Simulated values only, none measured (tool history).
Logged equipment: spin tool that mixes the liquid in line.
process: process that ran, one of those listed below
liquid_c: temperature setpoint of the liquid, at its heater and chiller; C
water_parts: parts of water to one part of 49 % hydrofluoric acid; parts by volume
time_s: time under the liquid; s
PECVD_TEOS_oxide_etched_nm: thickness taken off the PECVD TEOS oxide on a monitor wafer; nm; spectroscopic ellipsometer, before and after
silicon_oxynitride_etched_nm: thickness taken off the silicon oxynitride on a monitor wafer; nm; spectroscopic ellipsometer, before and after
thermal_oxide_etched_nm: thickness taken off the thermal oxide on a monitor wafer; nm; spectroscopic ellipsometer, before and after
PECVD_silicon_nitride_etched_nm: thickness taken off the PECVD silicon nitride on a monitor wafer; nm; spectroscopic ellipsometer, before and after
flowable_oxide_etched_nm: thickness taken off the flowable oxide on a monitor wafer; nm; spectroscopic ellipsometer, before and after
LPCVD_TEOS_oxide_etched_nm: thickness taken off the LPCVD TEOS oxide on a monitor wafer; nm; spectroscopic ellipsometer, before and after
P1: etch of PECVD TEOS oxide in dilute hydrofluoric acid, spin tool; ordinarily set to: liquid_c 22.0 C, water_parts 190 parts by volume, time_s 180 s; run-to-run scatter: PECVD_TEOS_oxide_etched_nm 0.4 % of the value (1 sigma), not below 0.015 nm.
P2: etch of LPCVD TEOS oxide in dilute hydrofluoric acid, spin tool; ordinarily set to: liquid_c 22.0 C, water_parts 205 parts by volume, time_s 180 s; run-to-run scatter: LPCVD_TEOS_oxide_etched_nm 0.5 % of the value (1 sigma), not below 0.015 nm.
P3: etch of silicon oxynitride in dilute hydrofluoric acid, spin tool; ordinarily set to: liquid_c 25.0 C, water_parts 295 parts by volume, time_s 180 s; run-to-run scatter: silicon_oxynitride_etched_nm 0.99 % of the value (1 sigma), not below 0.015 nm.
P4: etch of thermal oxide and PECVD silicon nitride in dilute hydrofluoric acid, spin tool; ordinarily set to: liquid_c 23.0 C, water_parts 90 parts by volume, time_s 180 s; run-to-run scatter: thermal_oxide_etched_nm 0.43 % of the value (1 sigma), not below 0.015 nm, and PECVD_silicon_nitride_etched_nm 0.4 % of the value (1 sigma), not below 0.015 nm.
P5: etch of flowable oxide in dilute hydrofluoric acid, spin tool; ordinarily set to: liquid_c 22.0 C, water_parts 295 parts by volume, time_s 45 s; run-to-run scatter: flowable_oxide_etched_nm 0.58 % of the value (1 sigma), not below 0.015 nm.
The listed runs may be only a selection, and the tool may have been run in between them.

run   hour  process  liquid_c  water_parts  time_s  PECVD_TEOS_oxide_etched_nm  silicon_oxynitride_etched_nm  thermal_oxide_etched_nm  PECVD_silicon_nitride_etched_nm  flowable_oxide_etched_nm  LPCVD_TEOS_oxide_etched_nm
  1   10.9       P1      22.0          190     180                      8.1665
  2   20.7       P3      25.0          295     325                                                    4.7019
  3   36.3       P1      22.0           30     180                     62.0890
  4   53.0       P3      17.0          295     180                                                    1.8150
  5   61.0       P4      17.0           90     180                                                                            6.86880                          6.72610
  6   69.0       P1      18.0          265     180                      4.6881
  7   85.5       P1      22.0          190     180                      8.1654
  8   96.9       P1      22.0          190     180                      8.2039
  9  105.9       P1      29.5          190     180                     10.7000
 10  122.3       P3      25.0          295     180                                                    2.6105
 11  136.5       P1      22.0          190     180                      8.1130
 12  152.2       P3      25.0          535     180                                                    1.2620
 13  164.7       P1      22.0          190     100                      4.5307
 14  173.7       P1      22.0          190     180                      8.1121
 15  185.7       P5      22.0          440      45                                                                                                                                        3.3283
 16  194.9       P4      23.0           90     180                                                                            8.80470                         10.10400
 17  206.4       P1      17.0          190     180                      6.7218
 18  219.0       P5      22.0          295      45                                                                                                                                        5.6923
 19  232.3       P1      22.0           75     305                     39.6960
 20  249.2       P5      22.0          295      15                                                                                                                                        1.8681
 21  263.6       P1      22.0          190     180                      8.1655
 22  276.8       P3      25.0          295     180                                                    2.6111
 23  288.4       P2      22.0          205     285                                                                                                                                                                    27.506
 24  301.1       P1      22.0          295     180                      4.7324
 25  313.5       P4      23.0           55     180                                                                           15.05100                         16.31500
 26  325.9       P2      26.0          205     180                                                                                                                                                                    20.153
 27  339.8       P4      23.0           90      15                                                                            0.73531                          0.83232
 28  355.1       P5      27.5          295      45                                                                                                                                        6.7848
 29  367.0       P1      22.0          270      65                      1.9141
 30  384.0       P1      22.0          190     335                     15.0540
 31  396.4       P2      22.0           75     180                                                                                                                                                                    54.984
 32  406.4       P2      22.0          205     180                                                                                                                                                                    17.359
 33  414.9       P1      22.0          190     180                      8.1645
 34  426.3       P1      22.0          190     180                      8.3039
 35  439.8       P1      22.0          190     180                      8.4738
 36  452.1       P1      22.0          190     180                      8.4965
 37  461.0       P1      22.0          190     180                      8.5969
 38  475.9       P1      22.0          190     180                      8.6537
 39  486.5       P1      22.0          190     180                      8.6126
 40  494.9       P1      22.0          190     180                      8.7115
 41  510.4       P1      22.0          190     180                      8.7232
 42  524.3       P1      22.0          190     180                      8.7480
 43  535.3       P1      22.0          190     180                      8.6973
 44  544.7       P1      22.0          190     180                      8.7109

Something has made what P1 gives creep away from where it was; the 2 causes below, each at its own stated size, fit the log equally well:
A: liquid hotter than its thermometer reads (K) = 1.76
B: hydrofluoric acid flow above the setpoint (%) = 5.69
The drift started at roughly hour 414.9.

Which of the 4 check runs listed below separates the causes, so that each cause would produce a clearly different result? Each run uses one wafer, and its results are marked with question marks.
check 1  554.1       P5      22.0          295      45                                                                                                                                             ?
check 2  554.1       P2      22.0          205     180                                                                                                                                                                         ?
check 3  554.1       P3      25.0          295     180                                                         ?
check 4  554.1       P4      23.0           90     180                                                                                  ?                                ?

Outcome of each check run for each possible cause:
  check                           result      if A      if B
check 1         flowable_oxide_etched_nm    5.9606    6.0093
check 2       LPCVD_TEOS_oxide_etched_nm    18.549    18.568
check 3     silicon_oxynitride_etched_nm    2.7951    2.7768
check 4          thermal_oxide_etched_nm   9.48370   9.39880
check 4  PECVD_silicon_nitride_etched_nm  11.33200  10.64900
Separation of the two closest causes in each check, using whichever result separates them best: check 1 0.81 %; check 2 0.11 %; check 3 0.65 %; check 4 6.21 %
Check 4 is the one run that separates the causes; every other check would come out nearly the same whichever cause is at work.

Running check 4 produced the following: thermal_oxide_etched_nm 9.54960 nm; PECVD_silicon_nitride_etched_nm 11.37100 nm. Which one of the listed causes fits?

The correct cause is A, namely: liquid hotter than its thermometer reads (K).
